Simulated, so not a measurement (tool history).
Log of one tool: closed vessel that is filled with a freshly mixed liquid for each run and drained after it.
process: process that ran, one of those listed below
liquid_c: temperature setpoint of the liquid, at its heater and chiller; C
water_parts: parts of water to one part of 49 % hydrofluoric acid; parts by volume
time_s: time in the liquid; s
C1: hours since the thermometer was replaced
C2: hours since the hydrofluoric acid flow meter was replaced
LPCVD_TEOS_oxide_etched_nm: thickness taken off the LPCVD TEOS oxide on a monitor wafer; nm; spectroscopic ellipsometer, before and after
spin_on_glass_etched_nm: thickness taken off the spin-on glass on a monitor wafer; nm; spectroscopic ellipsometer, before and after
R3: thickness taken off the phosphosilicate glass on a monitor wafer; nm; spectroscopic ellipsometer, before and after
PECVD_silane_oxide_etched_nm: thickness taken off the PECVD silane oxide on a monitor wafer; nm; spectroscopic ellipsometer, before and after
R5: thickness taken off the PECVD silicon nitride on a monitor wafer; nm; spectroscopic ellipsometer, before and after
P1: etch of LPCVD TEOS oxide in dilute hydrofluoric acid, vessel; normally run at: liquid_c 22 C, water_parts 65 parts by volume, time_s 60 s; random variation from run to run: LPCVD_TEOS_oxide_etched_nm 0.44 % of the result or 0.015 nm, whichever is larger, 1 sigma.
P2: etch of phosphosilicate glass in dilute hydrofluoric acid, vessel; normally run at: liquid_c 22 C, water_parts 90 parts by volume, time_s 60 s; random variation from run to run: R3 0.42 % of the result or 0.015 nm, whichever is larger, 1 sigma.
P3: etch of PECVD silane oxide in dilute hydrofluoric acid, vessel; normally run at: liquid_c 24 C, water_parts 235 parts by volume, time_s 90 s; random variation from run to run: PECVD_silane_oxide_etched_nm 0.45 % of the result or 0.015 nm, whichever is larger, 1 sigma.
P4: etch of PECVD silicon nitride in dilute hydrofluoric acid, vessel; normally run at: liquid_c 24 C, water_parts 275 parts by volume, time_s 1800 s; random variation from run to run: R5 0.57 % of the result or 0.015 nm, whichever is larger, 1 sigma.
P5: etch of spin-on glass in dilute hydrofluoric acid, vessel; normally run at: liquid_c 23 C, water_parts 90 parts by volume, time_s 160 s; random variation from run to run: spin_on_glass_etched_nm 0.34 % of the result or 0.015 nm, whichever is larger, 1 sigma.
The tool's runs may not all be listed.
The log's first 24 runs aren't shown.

{"run": 25, "hour": 318.1, "process": "P4", "liquid_c": 24, "water_parts": 45, "time_s": 1800, "C1": 59.8, "C2": 1081.5, "R5": 89.093}
{"run": 26, "hour": 327.2, "process": "P1", "liquid_c": 22, "water_parts": 65, "time_s": 60, "C1": 68.9, "C2": 1090.6, "LPCVD_TEOS_oxide_etched_nm": 14.878}
{"run": 27, "hour": 338.6, "process": "P1", "liquid_c": 22, "water_parts": 65, "time_s": 60, "C1": 80.3, "C2": 1102, "LPCVD_TEOS_oxide_etched_nm": 14.848}
{"run": 28, "hour": 349.6, "process": "P1", "liquid_c": 17, "water_parts": 65, "time_s": 95, "C1": 91.3, "C2": 1113, "LPCVD_TEOS_oxide_etched_nm": 18.927}
{"run": 29, "hour": 359.6, "process": "P3", "liquid_c": 24, "water_parts": 235, "time_s": 160, "C1": 101.3, "C2": 1123, "PECVD_silane_oxide_etched_nm": 25.513}
{"run": 30, "hour": 374.3, "process": "P1", "liquid_c": 22, "water_parts": 20, "time_s": 60, "C1": 116, "C2": 1137.7, "LPCVD_TEOS_oxide_etched_nm": 50.917}
{"run": 31, "hour": 385.7, "process": "P3", "liquid_c": 24, "water_parts": 45, "time_s": 90, "C1": 127.4, "C2": 1149.1, "PECVD_silane_oxide_etched_nm": 93.427}
{"run": 32, "hour": 396.4, "process": "P1", "liquid_c": 22, "water_parts": 65, "time_s": 60, "C1": 138.1, "C2": 1159.8, "LPCVD_TEOS_oxide_etched_nm": 14.867}
{"run": 33, "hour": 409.1, "process": "P4", "liquid_c": 24, "water_parts": 275, "time_s": 1800, "C1": 150.8, "C2": 1172.5, "R5": 15.061}
{"run": 34, "hour": 424.4, "process": "P1", "liquid_c": 22, "water_parts": 65, "time_s": 60, "C1": 166.1, "C2": 1187.8, "LPCVD_TEOS_oxide_etched_nm": 14.812}
{"run": 35, "hour": 439.8, "process": "P1", "liquid_c": 22, "water_parts": 65, "time_s": 60, "C1": 181.5, "C2": 1203.2, "LPCVD_TEOS_oxide_etched_nm": 15.303}
{"run": 36, "hour": 450.0, "process": "P1", "liquid_c": 22, "water_parts": 65, "time_s": 60, "C1": 191.7, "C2": 1213.4, "LPCVD_TEOS_oxide_etched_nm": 15.512}
{"run": 37, "hour": 461.9, "process": "P1", "liquid_c": 22, "water_parts": 65, "time_s": 60, "C1": 203.6, "C2": 1225.3, "LPCVD_TEOS_oxide_etched_nm": 15.867}
{"run": 38, "hour": 476.0, "process": "P1", "liquid_c": 22, "water_parts": 65, "time_s": 60, "C1": 217.7, "C2": 1239.4, "LPCVD_TEOS_oxide_etched_nm": 15.848}
{"run": 39, "hour": 485.6, "process": "P1", "liquid_c": 22, "water_parts": 65, "time_s": 60, "C1": 227.3, "C2": 1249, "LPCVD_TEOS_oxide_etched_nm": 15.966}
{"run": 40, "hour": 495.0, "process": "P1", "liquid_c": 22, "water_parts": 65, "time_s": 60, "C1": 236.7, "C2": 1258.4, "LPCVD_TEOS_oxide_etched_nm": 16.019}
{"run": 41, "hour": 503.7, "process": "P1", "liquid_c": 22, "water_parts": 65, "time_s": 60, "C1": 245.4, "C2": 1267.1, "LPCVD_TEOS_oxide_etched_nm": 15.971}
{"run": 42, "hour": 513.4, "process": "P1", "liquid_c": 22, "water_parts": 65, "time_s": 60, "C1": 255.1, "C2": 1276.8, "LPCVD_TEOS_oxide_etched_nm": 16.279}
{"run": 43, "hour": 527.3, "process": "P1", "liquid_c": 22, "water_parts": 65, "time_s": 60, "C1": 269, "C2": 1290.7, "LPCVD_TEOS_oxide_etched_nm": 16.097}

Forecast run 44:
{"run": 44, "hour": 542.3, "process": "P1", "liquid_c": 22, "water_parts": 65, "time_s": 60, "C1": 284, "C2": 1305.7, "LPCVD_TEOS_oxide_etched_nm": "?"}

LPCVD_TEOS_oxide_etched_nm: 16.157 nm
